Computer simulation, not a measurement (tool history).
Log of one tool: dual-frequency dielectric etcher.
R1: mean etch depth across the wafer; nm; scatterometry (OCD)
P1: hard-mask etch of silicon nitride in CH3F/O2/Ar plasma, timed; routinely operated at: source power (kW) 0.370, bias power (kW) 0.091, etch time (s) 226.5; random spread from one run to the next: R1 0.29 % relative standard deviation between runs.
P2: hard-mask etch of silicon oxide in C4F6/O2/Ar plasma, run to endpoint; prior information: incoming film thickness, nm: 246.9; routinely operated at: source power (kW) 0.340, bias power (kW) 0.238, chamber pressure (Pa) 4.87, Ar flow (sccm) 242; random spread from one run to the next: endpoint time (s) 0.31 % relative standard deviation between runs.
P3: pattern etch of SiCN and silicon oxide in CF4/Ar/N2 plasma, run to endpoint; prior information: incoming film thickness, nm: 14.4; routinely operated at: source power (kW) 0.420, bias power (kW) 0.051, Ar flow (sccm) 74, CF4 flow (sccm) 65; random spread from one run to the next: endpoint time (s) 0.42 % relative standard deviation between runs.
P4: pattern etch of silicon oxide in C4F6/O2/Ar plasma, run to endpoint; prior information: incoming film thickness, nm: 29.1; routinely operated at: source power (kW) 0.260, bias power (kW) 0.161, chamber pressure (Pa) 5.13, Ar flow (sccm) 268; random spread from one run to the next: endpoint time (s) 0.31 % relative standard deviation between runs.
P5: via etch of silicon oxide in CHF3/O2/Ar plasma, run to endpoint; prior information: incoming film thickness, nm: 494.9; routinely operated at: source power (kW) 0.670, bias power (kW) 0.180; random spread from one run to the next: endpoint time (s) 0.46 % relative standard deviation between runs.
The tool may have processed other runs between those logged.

Run 1, hour 6.3: process that ran P1, source power (kW) 0.370, bias power (kW) 0.091, etch time (s) 226.5. Result: R1 167.61 nm.
Run 2, hour 18.9: process that ran P2, source power (kW) 0.340, bias power (kW) 0.238, chamber pressure (Pa) 6.80, Ar flow (sccm) 242. Result: endpoint time (s) 80.906.
Run 3, hour 27.6: process that ran P1, source power (kW) 0.370, bias power (kW) 0.091, etch time (s) 305.0. Result: R1 226.10 nm.
Run 4, hour 37.8: process that ran P5, source power (kW) 0.890, bias power (kW) 0.180. Result: endpoint time (s) 217.890.
Run 5, hour 50.3: process that ran P1, source power (kW) 0.370, bias power (kW) 0.065, etch time (s) 279.5. Result: R1 183.56 nm.
Run 6, hour 61.2: process that ran P1, source power (kW) 0.370, bias power (kW) 0.116, etch time (s) 322.0. Result: R1 260.64 nm.
Run 7, hour 73.0: process that ran P2, source power (kW) 0.220, bias power (kW) 0.238, chamber pressure (Pa) 4.87, Ar flow (sccm) 242. Result: endpoint time (s) 91.916.
Run 8, hour 84.7: process that ran P1, source power (kW) 0.370, bias power (kW) 0.091, etch time (s) 147.0. Result: R1 108.66 nm.
Run 9, hour 96.0: process that ran P1, source power (kW) 0.370, bias power (kW) 0.091, etch time (s) 226.5. Result: R1 167.23 nm.
Run 10, hour 107.0: process that ran P3, source power (kW) 0.420, bias power (kW) 0.051, Ar flow (sccm) 56, CF4 flow (sccm) 65. Result: endpoint time (s) 18.486.
Run 11, hour 119.6: process that ran P1, source power (kW) 0.370, bias power (kW) 0.091, etch time (s) 226.5. Result: R1 168.25 nm.
Run 12, hour 127.0: process that ran P3, source power (kW) 0.420, bias power (kW) 0.061, Ar flow (sccm) 74, CF4 flow (sccm) 65. Result: endpoint time (s) 18.151.
Run 13, hour 135.3: process that ran P1, source power (kW) 0.370, bias power (kW) 0.118, etch time (s) 226.5. Result: R1 183.44 nm.
Run 14, hour 145.0: process that ran P2, source power (kW) 0.340, bias power (kW) 0.238, chamber pressure (Pa) 4.87, Ar flow (sccm) 338. Result: endpoint time (s) 80.837.
Run 15, hour 152.2: process that ran P5, source power (kW) 0.670, bias power (kW) 0.237. Result: endpoint time (s) 224.000.
Run 16, hour 160.4: process that ran P5, source power (kW) 0.670, bias power (kW) 0.180. Result: endpoint time (s) 245.120.
Run 17, hour 167.6: process that ran P3, source power (kW) 0.420, bias power (kW) 0.051, Ar flow (sccm) 74, CF4 flow (sccm) 65. Result: endpoint time (s) 19.248.
Run 18, hour 176.8: process that ran P2, source power (kW) 0.340, bias power (kW) 0.238, chamber pressure (Pa) 4.87, Ar flow (sccm) 242. Result: endpoint time (s) 77.127.
Run 19, hour 183.3: process that ran P4, source power (kW) 0.170, bias power (kW) 0.161, chamber pressure (Pa) 5.13, Ar flow (sccm) 268. Result: endpoint time (s) 13.920.
Run 20, hour 192.7: process that ran P1, source power (kW) 0.370, bias power (kW) 0.054, etch time (s) 226.5. Result: R1 139.74 nm.
Run 21, hour 205.4: process that ran P1, source power (kW) 0.520, bias power (kW) 0.091, etch time (s) 226.5. Result: R1 189.97 nm.
Run 22, hour 218.6: process that ran P3, source power (kW) 0.580, bias power (kW) 0.051, Ar flow (sccm) 74, CF4 flow (sccm) 65. Result: endpoint time (s) 14.356.
Run 23, hour 224.9: process that ran P5, source power (kW) 0.670, bias power (kW) 0.180. Result: endpoint time (s) 244.290.
Run 24, hour 230.6: process that ran P1, source power (kW) 0.370, bias power (kW) 0.091, etch time (s) 226.5. Result: R1 167.44 nm.
Run 25, hour 239.9: process that ran P3, source power (kW) 0.420, bias power (kW) 0.051, Ar flow (sccm) 74, CF4 flow (sccm) 65. Result: endpoint time (s) 19.180.
Run 26, hour 249.6: process that ran P1, source power (kW) 0.240, bias power (kW) 0.091, etch time (s) 226.5. Result: R1 142.12 nm.
Run 27, hour 260.4: process that ran P4, source power (kW) 0.260, bias power (kW) 0.125, chamber pressure (Pa) 5.13, Ar flow (sccm) 268. Result: endpoint time (s) 12.794.
Run 28, hour 271.1: process that ran P3, source power (kW) 0.420, bias power (kW) 0.051, Ar flow (sccm) 74, CF4 flow (sccm) 51. Result: endpoint time (s) 20.058.
Run 29, hour 281.0: process that ran P4, source power (kW) 0.260, bias power (kW) 0.161, chamber pressure (Pa) 5.13, Ar flow (sccm) 159. Result: endpoint time (s) 11.150.
Run 30, hour 291.9: process that ran P2, source power (kW) 0.340, bias power (kW) 0.147, chamber pressure (Pa) 4.87, Ar flow (sccm) 242. Result: endpoint time (s) 90.386.
Run 31, hour 299.5: process that ran P4, source power (kW) 0.260, bias power (kW) 0.161, chamber pressure (Pa) 6.20, Ar flow (sccm) 268. Result: endpoint time (s) 12.088.
Run 32, hour 308.5: process that ran P1, source power (kW) 0.370, bias power (kW) 0.091, etch time (s) 226.5. Result: R1 167.46 nm.
Run 33, hour 319.2: process that ran P4, source power (kW) 0.260, bias power (kW) 0.161, chamber pressure (Pa) 5.13, Ar flow (sccm) 268. Result: endpoint time (s) 11.845.
Run 34, hour 329.3: process that ran P1, source power (kW) 0.370, bias power (kW) 0.091, etch time (s) 226.5. Result: R1 167.33 nm.
Run 35, hour 340.2: process that ran P1, source power (kW) 0.370, bias power (kW) 0.091, etch time (s) 226.5. Result: R1 167.18 nm.
Run 36, hour 352.0: process that ran P1, source power (kW) 0.370, bias power (kW) 0.091, etch time (s) 226.5. Result: R1 168.65 nm.
Run 37, hour 358.4: process that ran P1, source power (kW) 0.370, bias power (kW) 0.091, etch time (s) 226.5. Result: R1 168.37 nm.
Run 38, hour 365.2: process that ran P1, source power (kW) 0.370, bias power (kW) 0.091, etch time (s) 226.5. Result: R1 169.00 nm.
Run 39, hour 375.1: process that ran P1, source power (kW) 0.370, bias power (kW) 0.091, etch time (s) 226.5. Result: R1 169.63 nm.
Run 40, hour 381.3: process that ran P1, source power (kW) 0.370, bias power (kW) 0.091, etch time (s) 226.5. Result: R1 169.78 nm.
Run 41, hour 394.2: process that ran P1, source power (kW) 0.370, bias power (kW) 0.091, etch time (s) 226.5. Result: R1 170.07 nm.
Run 42, hour 401.4: process that ran P1, source power (kW) 0.370, bias power (kW) 0.091, etch time (s) 226.5. Result: R1 169.98 nm.
Run 43, hour 412.6: process that ran P1, source power (kW) 0.370, bias power (kW) 0.091, etch time (s) 226.5. Result: R1 170.52 nm.
At hour 416.1: wet clean of the chamber.
Run 44, hour 424.8: process that ran P1, source power (kW) 0.370, bias power (kW) 0.091, etch time (s) 226.5. Result: R1 169.90 nm.
Run 45, hour 432.7: process that ran P1, source power (kW) 0.370, bias power (kW) 0.091, etch time (s) 226.5. Result: R1 170.58 nm.
Run 46, hour 442.3: process that ran P1, source power (kW) 0.370, bias power (kW) 0.091, etch time (s) 226.5. Result: R1 169.82 nm.

The output of P1 has drifted from where it used to be. Each of the 2 causes below, taken at the size shown beside it, accounts for the log equally well:
A: source power that arrives over what is set, % = 4.13
B: bias power that arrives over what is set, % = 4.24
The gradual shift began around hour 340.2.
The rest of the possible causes, and what rules out each one:
chamber walls in a state that raises the etch rate, %: serviced at hour 416.1, after the change had begun; the process did not return to its earlier output

Consider the 4 check runs below, whose results appear as question marks and each of which averages 2 wafers. Which one distinguishes the causes, in that each cause would give it a clearly different result?
Run check 1, hour 451.9: process that ran P4, source power (kW) 0.200, bias power (kW) 0.161, chamber pressure (Pa) 5.13, Ar flow (sccm) 189. Result: endpoint time (s) ?.
Run check 2, hour 451.9: process that ran P3, source power (kW) 0.420, bias power (kW) 0.058, Ar flow (sccm) 74, CF4 flow (sccm) 53. Result: endpoint time (s) ?.
Run check 3, hour 451.9: process that ran P2, source power (kW) 0.290, bias power (kW) 0.238, chamber pressure (Pa) 4.87, Ar flow (sccm) 315. Result: endpoint time (s) ?.
Run check 4, hour 451.9: process that ran P5, source power (kW) 0.670, bias power (kW) 0.221. Result: endpoint time (s) ?.

What each check would give under each cause:
  check             result     if A     if B
check 1  endpoint time (s)   12.381   12.407
check 2  endpoint time (s)   18.361   18.778
check 3  endpoint time (s)   83.711   83.810
check 4  endpoint time (s)  224.480  224.680
Gap, in per cent, between the two causes that each check separates least, read from the result that separates them most: check 1 0.21 %; check 2 2.25 %; check 3 0.12 %; check 4 0.09 %
Of the check runs offered, only check 2 discriminates between the causes; the rest would read about the same regardless of which cause applies.

Check 2 was then run and gave: endpoint time (s) 18.823. Which cause is it?

The cause is B: bias power that arrives over what is set, %.

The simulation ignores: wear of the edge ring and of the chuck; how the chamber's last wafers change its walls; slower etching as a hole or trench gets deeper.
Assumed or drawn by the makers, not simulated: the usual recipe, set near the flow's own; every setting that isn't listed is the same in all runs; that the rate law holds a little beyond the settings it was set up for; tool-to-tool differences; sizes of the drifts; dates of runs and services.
